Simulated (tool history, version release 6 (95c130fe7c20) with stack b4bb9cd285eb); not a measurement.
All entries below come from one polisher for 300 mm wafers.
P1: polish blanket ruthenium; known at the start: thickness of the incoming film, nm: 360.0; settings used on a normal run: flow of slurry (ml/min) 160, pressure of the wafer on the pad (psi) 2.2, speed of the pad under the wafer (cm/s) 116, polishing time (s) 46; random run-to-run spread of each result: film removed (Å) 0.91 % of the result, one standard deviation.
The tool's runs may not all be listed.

run    day  flow of slurry (ml/min)  pressure of the wafer on the pad (psi)  speed of the pad under the wafer (cm/s)  polishing time (s)  wafers polished on this pad  hours since the slurry nozzle was cleaned  hours since the head pressure was calibrated  film removed (Å)
  1  0.292                      160                                     2.2                                      116                  46                          326                                        232                                         883.4             528.9
  2  0.583                      160                                     3.5                                      116                  46                          412                                        239                                         890.4            864.24
  3   0.75                      160                                     2.2                                      116                  46                          460                                        243                                         894.4            544.45
  4  1.029                      160                                     2.2                                      116                  46                          542                                      249.7                                         901.1            541.83
     1.033  -- slurry nozzle cleaned
  5  1.308                      160                                     2.2                                       72                  46                          624                                        6.7                                         907.8            337.49
  6  1.571                      160                                     2.2                                      116                  46                          700                                         13                                         914.1            540.41
  7  1.829                      160                                     2.2                                      116                  25                          776                                       19.2                                         920.3            291.66
  8  2.021                      160                                     2.2                                      172                  46                          832                                       23.8                                         924.9             807.4
  9    2.2                      220                                     2.2                                      116                  46                          884                                       28.1                                         929.2            562.58
 10  2.433                      160                                     2.2                                      116                  46                          953                                       33.7                                         934.8            543.31
 11  2.592                      230                                     2.8                                      116                  46                          999                                       37.5                                         938.6             716.3
 12  2.788                       95                                     2.2                                      116                  46                         1056                                       42.2                                         943.3            485.23
 13  3.008                      160                                     1.6                                      168                  46                         1121                                       47.5                                         948.6            580.21
 14  3.283                      160                                     2.2                                      116                  73                         1201                                       54.1                                         955.2            845.66
 15  3.429                      160                                     1.2                                      116                  46                         1244                                       57.6                                         958.7            293.41
 16  3.675                      160                                     2.2                                      116                  46                         1316                                       63.5                                         964.6            549.42
 17  3.942                      160                                     2.2                                      116                  46                         1394                                       69.9                                           971             535.2
 18  4.242                      160                                     2.2                                      116                  46                         1481                                       77.1                                         978.2             522.9
 19  4.546                      160                                     2.2                                      116                  46                         1570                                       84.4                                         985.5            514.64
     4.679  -- worn pad replaced by a new one
 20  4.812                      160                                     2.2                                      116                  46                           39                                       90.8                                         991.9            511.69
 21  5.088                      160                                     2.2                                      116                  46                          120                                       97.4                                         998.5            506.79

Run 22, settings as shown, results not yet in. Your forecast:
 22  5.388                      160                                     2.2                                      116                  46                          207                                      104.6                                        1005.7                 ?

{"run 22": {"film removed (Å)": 505.92}}

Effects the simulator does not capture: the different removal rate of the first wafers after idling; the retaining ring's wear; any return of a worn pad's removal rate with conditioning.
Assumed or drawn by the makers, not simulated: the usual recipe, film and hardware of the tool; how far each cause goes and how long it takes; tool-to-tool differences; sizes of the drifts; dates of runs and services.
